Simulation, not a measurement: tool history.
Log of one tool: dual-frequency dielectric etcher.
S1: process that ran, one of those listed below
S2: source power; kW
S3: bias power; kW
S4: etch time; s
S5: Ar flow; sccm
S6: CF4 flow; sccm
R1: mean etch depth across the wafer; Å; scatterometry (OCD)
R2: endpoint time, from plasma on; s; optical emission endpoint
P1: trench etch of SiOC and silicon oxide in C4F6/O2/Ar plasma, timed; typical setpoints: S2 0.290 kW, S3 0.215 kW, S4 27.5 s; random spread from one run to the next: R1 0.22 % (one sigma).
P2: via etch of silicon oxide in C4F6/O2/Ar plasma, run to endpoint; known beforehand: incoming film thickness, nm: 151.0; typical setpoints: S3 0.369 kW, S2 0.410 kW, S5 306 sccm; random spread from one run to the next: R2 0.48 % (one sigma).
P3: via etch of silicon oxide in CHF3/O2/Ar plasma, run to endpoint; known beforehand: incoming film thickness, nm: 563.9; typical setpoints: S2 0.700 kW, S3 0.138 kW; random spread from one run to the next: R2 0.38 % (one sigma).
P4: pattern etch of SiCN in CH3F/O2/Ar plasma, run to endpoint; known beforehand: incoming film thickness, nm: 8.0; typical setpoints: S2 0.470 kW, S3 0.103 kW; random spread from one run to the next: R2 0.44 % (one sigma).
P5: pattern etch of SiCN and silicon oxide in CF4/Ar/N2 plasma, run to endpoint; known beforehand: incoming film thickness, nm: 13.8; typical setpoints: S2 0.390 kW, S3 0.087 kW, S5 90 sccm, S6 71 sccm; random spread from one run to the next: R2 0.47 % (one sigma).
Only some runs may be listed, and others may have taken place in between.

| run | day | S1 | S2 | S3 | S4 | S5 | S6 | R1 | R2 |
|---|---|---|---|---|---|---|---|---|---|
| 1 | 0.396 | P1 | 0.290 | 0.215 | 27.5 |  |  | 509.16 |  |
| 2 | 1.017 | P3 | 0.450 | 0.138 |  |  |  |  | 343.670 |
| 3 | 1.788 | P1 | 0.290 | 0.215 | 35.5 |  |  | 653.11 |  |
| 4 | 2.417 | P1 | 0.290 | 0.260 | 27.5 |  |  | 538.10 |  |
| 5 | 2.758 | P1 | 0.290 | 0.215 | 27.5 |  |  | 506.65 |  |
| 6 | 3.554 | P2 | 0.410 | 0.369 |  | 414 |  |  | 38.220 |
| 7 | 4.221 | P5 | 0.390 | 0.068 |  | 90 | 71 |  | 18.788 |
| 8 | 5.000 | P1 | 0.290 | 0.215 | 27.5 |  |  | 507.53 |  |
| 9 | 5.558 | P2 | 0.410 | 0.510 |  | 306 |  |  | 32.568 |
| 10 | 5.992 | P1 | 0.290 | 0.268 | 17.5 |  |  | 347.30 |  |
| 11 | 6.425 | P1 | 0.290 | 0.215 | 18.0 |  |  | 331.88 |  |
| 12 | 6.992 | P1 | 0.340 | 0.215 | 35.0 |  |  | 685.89 |  |
| 13 | 7.388 | P4 | 0.470 | 0.061 |  |  |  |  | 21.200 |
| 14 | 7.871 | P1 | 0.290 | 0.152 | 27.5 |  |  | 453.70 |  |
| 15 | 8.325 | P1 | 0.360 | 0.215 | 27.5 |  |  | 550.85 |  |
| 16 | 8.717 | P4 | 0.470 | 0.103 |  |  |  |  | 17.447 |
| 17 | 9.162 | P1 | 0.350 | 0.265 | 27.5 |  |  | 583.44 |  |
| 18 | 9.729 | P2 | 0.310 | 0.369 |  | 306 |  |  | 41.058 |
| 19 | 10.312 | P1 | 0.210 | 0.215 | 27.5 |  |  | 447.02 |  |
| 20 | 10.942 | P5 | 0.390 | 0.087 |  | 64 | 71 |  | 16.690 |
| 21 | 11.725 | P3 | 0.700 | 0.091 |  |  |  |  | 324.070 |
| 22 | 12.133 | P5 | 0.280 | 0.087 |  | 90 | 71 |  | 23.319 |
| 23 | 12.683 | P1 | 0.290 | 0.215 | 27.5 |  |  | 503.73 |  |
| 24 | 13.279 | P5 | 0.390 | 0.087 |  | 90 | 71 |  | 17.365 |
| 25 | 13.679 | P4 | 0.270 | 0.103 |  |  |  |  | 21.457 |

Run 26 has not been measured yet. What should we expect?
| 26 | 14.088 | P5 | 0.390 | 0.087 |  | 90 | 94 |  | ? |

R2: 16.711 s
